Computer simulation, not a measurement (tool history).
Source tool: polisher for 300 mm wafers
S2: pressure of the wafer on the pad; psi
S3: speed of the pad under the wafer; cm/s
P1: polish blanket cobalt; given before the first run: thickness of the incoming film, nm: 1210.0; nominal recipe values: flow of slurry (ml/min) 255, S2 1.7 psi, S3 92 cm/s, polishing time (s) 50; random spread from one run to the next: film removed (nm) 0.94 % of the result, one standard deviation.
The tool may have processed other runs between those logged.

run 1 hour=13.6 | flow_of_slurry_(ml/min)=255 S2=1.7 S3=92 polishing_time_(s)=50 | film_removed_(nm)=185.13
run 2 hour=21.7 | flow_of_slurry_(ml/min)=255 S2=1.7 S3=92 polishing_time_(s)=50 | film_removed_(nm)=189.34
run 3 hour=36.1 | flow_of_slurry_(ml/min)=255 S2=1.7 S3=92 polishing_time_(s)=50 | film_removed_(nm)=186.55
run 4 hour=43.7 | flow_of_slurry_(ml/min)=155 S2=1.7 S3=64 polishing_time_(s)=50 | film_removed_(nm)=120.96
run 5 hour=56.7 | flow_of_slurry_(ml/min)=255 S2=1.7 S3=92 polishing_time_(s)=50 | film_removed_(nm)=188.32
run 6 hour=65.5 | flow_of_slurry_(ml/min)=155 S2=1.7 S3=92 polishing_time_(s)=50 | film_removed_(nm)=174.65
run 7 hour=75 | flow_of_slurry_(ml/min)=255 S2=1.7 S3=56 polishing_time_(s)=50 | film_removed_(nm)=112.64
run 8 hour=85 | flow_of_slurry_(ml/min)=355 S2=1.7 S3=92 polishing_time_(s)=50 | film_removed_(nm)=192.43
run 9 hour=92 | flow_of_slurry_(ml/min)=255 S2=1.7 S3=144 polishing_time_(s)=50 | film_removed_(nm)=293.29
run 10 hour=102.9 | flow_of_slurry_(ml/min)=155 S2=1.7 S3=92 polishing_time_(s)=70 | film_removed_(nm)=245.52
run 11 hour=110.2 | flow_of_slurry_(ml/min)=255 S2=2.7 S3=92 polishing_time_(s)=50 | film_removed_(nm)=296.69
run 12 hour=118.2 | flow_of_slurry_(ml/min)=255 S2=1.7 S3=92 polishing_time_(s)=22 | film_removed_(nm)=82.669
-- hour=127.6 head pressure recalibrated
run 13 hour=130.1 | flow_of_slurry_(ml/min)=255 S2=0.8 S3=92 polishing_time_(s)=50 | film_removed_(nm)=87.897
run 14 hour=137.3 | flow_of_slurry_(ml/min)=255 S2=1.7 S3=92 polishing_time_(s)=76 | film_removed_(nm)=287.06
run 15 hour=146.3 | flow_of_slurry_(ml/min)=255 S2=1.7 S3=92 polishing_time_(s)=50 | film_removed_(nm)=186.35
run 16 hour=154.8 | flow_of_slurry_(ml/min)=255 S2=1.7 S3=92 polishing_time_(s)=50 | film_removed_(nm)=184.42
run 17 hour=167.3 | flow_of_slurry_(ml/min)=255 S2=1.7 S3=92 polishing_time_(s)=50 | film_removed_(nm)=181.92

Expected results for the next run?
run 18 hour=176.6 | flow_of_slurry_(ml/min)=255 S2=1.7 S3=92 polishing_time_(s)=50 | film_removed_(nm)=?

film removed (nm): 177.99

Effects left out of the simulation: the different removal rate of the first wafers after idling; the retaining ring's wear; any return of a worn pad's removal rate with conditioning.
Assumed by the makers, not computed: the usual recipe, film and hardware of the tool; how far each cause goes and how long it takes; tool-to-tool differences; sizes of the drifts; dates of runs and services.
